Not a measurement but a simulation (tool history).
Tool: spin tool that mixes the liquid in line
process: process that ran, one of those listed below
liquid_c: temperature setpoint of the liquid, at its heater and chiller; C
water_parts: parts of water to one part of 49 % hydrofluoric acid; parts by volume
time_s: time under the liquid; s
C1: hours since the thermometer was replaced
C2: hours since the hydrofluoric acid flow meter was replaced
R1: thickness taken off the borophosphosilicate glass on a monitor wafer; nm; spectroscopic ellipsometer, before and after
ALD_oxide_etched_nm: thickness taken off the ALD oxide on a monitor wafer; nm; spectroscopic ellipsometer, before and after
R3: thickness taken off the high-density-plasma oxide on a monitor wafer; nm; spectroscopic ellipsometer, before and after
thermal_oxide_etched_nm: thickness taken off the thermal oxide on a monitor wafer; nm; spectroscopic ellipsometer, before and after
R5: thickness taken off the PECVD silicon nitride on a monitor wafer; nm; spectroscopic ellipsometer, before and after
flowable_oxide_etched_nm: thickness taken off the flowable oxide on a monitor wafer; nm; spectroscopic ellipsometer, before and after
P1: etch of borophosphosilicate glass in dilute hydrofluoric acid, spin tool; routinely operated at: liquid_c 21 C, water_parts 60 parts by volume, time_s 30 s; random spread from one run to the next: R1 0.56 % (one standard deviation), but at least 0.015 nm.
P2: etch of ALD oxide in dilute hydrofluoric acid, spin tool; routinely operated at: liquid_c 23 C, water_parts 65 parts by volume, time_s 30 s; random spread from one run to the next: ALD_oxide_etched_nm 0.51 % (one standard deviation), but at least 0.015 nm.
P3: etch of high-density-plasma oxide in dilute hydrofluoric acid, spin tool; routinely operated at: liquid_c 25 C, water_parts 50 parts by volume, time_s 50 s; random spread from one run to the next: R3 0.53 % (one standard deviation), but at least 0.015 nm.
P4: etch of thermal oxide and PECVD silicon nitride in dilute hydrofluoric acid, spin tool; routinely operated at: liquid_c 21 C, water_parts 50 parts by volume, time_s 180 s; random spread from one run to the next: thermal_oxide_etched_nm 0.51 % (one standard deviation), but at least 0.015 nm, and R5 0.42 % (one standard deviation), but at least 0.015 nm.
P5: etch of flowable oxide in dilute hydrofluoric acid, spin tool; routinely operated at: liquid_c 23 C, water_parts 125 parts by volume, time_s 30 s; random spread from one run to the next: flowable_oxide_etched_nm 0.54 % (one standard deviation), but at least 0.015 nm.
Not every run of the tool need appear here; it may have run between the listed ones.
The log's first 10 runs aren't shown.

{"run": 11, "day": 4.708, "process": "P5", "liquid_c": 23, "water_parts": 175, "time_s": 30, "C1": 1187.6, "C2": 926.6, "flowable_oxide_etched_nm": 7.4981}
{"run": 12, "day": 5.267, "process": "P5", "liquid_c": 23, "water_parts": 125, "time_s": 15, "C1": 1201, "C2": 940, "flowable_oxide_etched_nm": 5.5339}
{"run": 13, "day": 5.817, "process": "P2", "liquid_c": 23, "water_parts": 65, "time_s": 15, "C1": 1214.2, "C2": 953.2, "ALD_oxide_etched_nm": 4.2558}
{"run": 14, "day": 6.262, "process": "P1", "liquid_c": 17, "water_parts": 60, "time_s": 30, "C1": 1224.9, "C2": 963.9, "R1": 15.818}
{"run": 15, "day": 6.704, "process": "P3", "liquid_c": 25, "water_parts": 50, "time_s": 50, "C1": 1235.5, "C2": 974.5, "R3": 5.5584}
{"run": 16, "day": 7.054, "process": "P1", "liquid_c": 21, "water_parts": 80, "time_s": 15, "C1": 1243.9, "C2": 982.9, "R1": 6.8966}
{"run": 17, "day": 7.408, "process": "P1", "liquid_c": 21, "water_parts": 60, "time_s": 15, "C1": 1252.4, "C2": 991.4, "R1": 9.4058}
{"run": 18, "day": 7.992, "process": "P1", "liquid_c": 21, "water_parts": 60, "time_s": 30, "C1": 1266.4, "C2": 1005.4, "R1": 18.502}
{"run": 19, "day": 8.438, "process": "P3", "liquid_c": 25, "water_parts": 70, "time_s": 50, "C1": 1277.1, "C2": 1016.1, "R3": 3.8939}
{"run": 20, "day": 8.7, "process": "P1", "liquid_c": 26.5, "water_parts": 60, "time_s": 30, "C1": 1283.4, "C2": 1022.4, "R1": 23.398}
{"run": 21, "day": 9.238, "process": "P1", "liquid_c": 21, "water_parts": 90, "time_s": 30, "C1": 1296.3, "C2": 1035.3, "R1": 12.025}
{"run": 22, "day": 9.65, "process": "P2", "liquid_c": 17, "water_parts": 65, "time_s": 30, "C1": 1306.2, "C2": 1045.2, "ALD_oxide_etched_nm": 6.5543}
{"run": 23, "day": 9.967, "process": "P1", "liquid_c": 17, "water_parts": 40, "time_s": 30, "C1": 1313.8, "C2": 1052.8, "R1": 24.388}
{"run": 24, "day": 10.512, "process": "P4", "liquid_c": 29, "water_parts": 50, "time_s": 180, "C1": 1326.9, "C2": 1065.9, "thermal_oxide_etched_nm": 22.43, "R5": 27.692}
{"run": 25, "day": 10.988, "process": "P1", "liquid_c": 27, "water_parts": 35, "time_s": 30, "C1": 1338.3, "C2": 1077.3, "R1": 42.665}
{"run": 26, "day": 11.325, "process": "P2", "liquid_c": 23, "water_parts": 65, "time_s": 30, "C1": 1346.4, "C2": 1085.4, "ALD_oxide_etched_nm": 8.4322}
{"run": 27, "day": 11.833, "process": "P4", "liquid_c": 21, "water_parts": 80, "time_s": 180, "C1": 1358.6, "C2": 1097.6, "thermal_oxide_etched_nm": 9.796, "R5": 10.373}
{"run": 28, "day": 12.142, "process": "P1", "liquid_c": 21, "water_parts": 60, "time_s": 45, "C1": 1366, "C2": 1105, "R1": 27.898}
{"run": 29, "day": 12.492, "process": "P4", "liquid_c": 21, "water_parts": 50, "time_s": 180, "C1": 1374.4, "C2": 1113.4, "thermal_oxide_etched_nm": 16.163, "R5": 16.274}
{"run": 30, "day": 12.842, "process": "P5", "liquid_c": 23, "water_parts": 125, "time_s": 30, "C1": 1382.8, "C2": 1121.8, "flowable_oxide_etched_nm": 11.216}
{"run": 31, "day": 13.388, "process": "P1", "liquid_c": 21, "water_parts": 60, "time_s": 30, "C1": 1395.9, "C2": 1134.9, "R1": 18.739}
{"run": 32, "day": 13.9, "process": "P3", "liquid_c": 25, "water_parts": 50, "time_s": 15, "C1": 1408.2, "C2": 1147.2, "R3": 1.6799}

Run 33 comes next. What will it give?
{"run": 33, "day": 14.488, "process": "P1", "liquid_c": 21, "water_parts": 60, "time_s": 30, "C1": 1422.3, "C2": 1161.3, "R1": "?"}

Logged for run 33: R1 18.724 nm.
